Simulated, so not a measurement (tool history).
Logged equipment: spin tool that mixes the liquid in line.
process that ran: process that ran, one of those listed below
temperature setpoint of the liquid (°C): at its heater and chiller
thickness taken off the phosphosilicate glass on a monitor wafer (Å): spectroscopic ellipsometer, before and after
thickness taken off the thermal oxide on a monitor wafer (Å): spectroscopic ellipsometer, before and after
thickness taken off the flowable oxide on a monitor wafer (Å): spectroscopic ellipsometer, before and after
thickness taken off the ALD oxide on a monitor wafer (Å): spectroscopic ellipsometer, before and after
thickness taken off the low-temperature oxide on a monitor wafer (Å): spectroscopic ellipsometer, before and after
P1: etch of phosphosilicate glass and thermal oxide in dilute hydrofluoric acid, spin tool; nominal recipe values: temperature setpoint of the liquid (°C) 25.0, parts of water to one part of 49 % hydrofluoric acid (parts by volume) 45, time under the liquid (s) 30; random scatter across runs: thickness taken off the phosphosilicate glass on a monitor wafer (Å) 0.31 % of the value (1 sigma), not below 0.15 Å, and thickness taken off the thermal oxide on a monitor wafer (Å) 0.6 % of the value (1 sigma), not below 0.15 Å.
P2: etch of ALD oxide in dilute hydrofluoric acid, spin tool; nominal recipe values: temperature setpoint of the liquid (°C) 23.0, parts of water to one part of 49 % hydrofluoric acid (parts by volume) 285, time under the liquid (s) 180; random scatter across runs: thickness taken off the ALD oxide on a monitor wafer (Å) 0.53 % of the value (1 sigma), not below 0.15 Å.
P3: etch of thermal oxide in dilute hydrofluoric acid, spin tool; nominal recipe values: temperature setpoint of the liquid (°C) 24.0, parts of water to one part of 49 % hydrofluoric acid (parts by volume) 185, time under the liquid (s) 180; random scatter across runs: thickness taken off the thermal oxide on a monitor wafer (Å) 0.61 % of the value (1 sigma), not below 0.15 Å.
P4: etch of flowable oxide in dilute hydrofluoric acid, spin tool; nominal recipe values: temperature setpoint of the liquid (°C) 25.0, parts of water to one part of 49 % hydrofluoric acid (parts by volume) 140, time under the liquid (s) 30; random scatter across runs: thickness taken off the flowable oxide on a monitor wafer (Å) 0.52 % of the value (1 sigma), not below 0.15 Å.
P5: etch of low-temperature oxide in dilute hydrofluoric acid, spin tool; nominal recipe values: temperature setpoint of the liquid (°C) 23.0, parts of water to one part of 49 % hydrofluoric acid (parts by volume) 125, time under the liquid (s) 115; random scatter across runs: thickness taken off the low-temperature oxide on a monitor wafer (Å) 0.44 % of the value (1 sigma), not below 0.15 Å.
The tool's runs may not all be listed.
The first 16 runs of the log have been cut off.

run	hour	process that ran	temperature setpoint of the liquid (°C)	parts of water to one part of 49 % hydrofluoric acid (parts by volume)	time under the liquid (s)	thickness taken off the phosphosilicate glass on a monitor wafer (Å)	thickness taken off the thermal oxide on a monitor wafer (Å)	thickness taken off the flowable oxide on a monitor wafer (Å)	thickness taken off the ALD oxide on a monitor wafer (Å)	thickness taken off the low-temperature oxide on a monitor wafer (Å)
17	173.3	P1	25.0	45	30	450.27	35.325			
18	187.8	P1	25.0	45	30	452.59	34.972			
19	196.4	P3	24.0	185	360		81.280			
20	207.9	P2	23.0	285	180				49.696	
21	218.8	P1	25.0	45	30	452.34	35.174			
22	230.9	P1	25.0	75	30	259.37	20.159			
23	237.8	P2	23.0	115	180				147.080	
24	249.2	P4	20.0	140	30			68.620		
25	260.4	P2	30.5	285	180				64.101	
26	272.4	P1	25.0	20	30	1054.50	81.689			
27	280.8	P4	25.0	45	30			289.820		
28	288.6	P3	24.0	185	180		40.952			
29	295.9	P4	25.0	140	30			81.981		
30	306.7	P5	23.0	30	115					417.740
31	320.4	P1	25.0	45	30	451.03	35.061			

Predict the results of run 32:
32	332.6	P1	25.0	45	30	?	?			

{"run 32": {"thickness taken off the phosphosilicate glass on a monitor wafer (Å)": 473.49, "thickness taken off the thermal oxide on a monitor wafer (Å)": 37.569}}
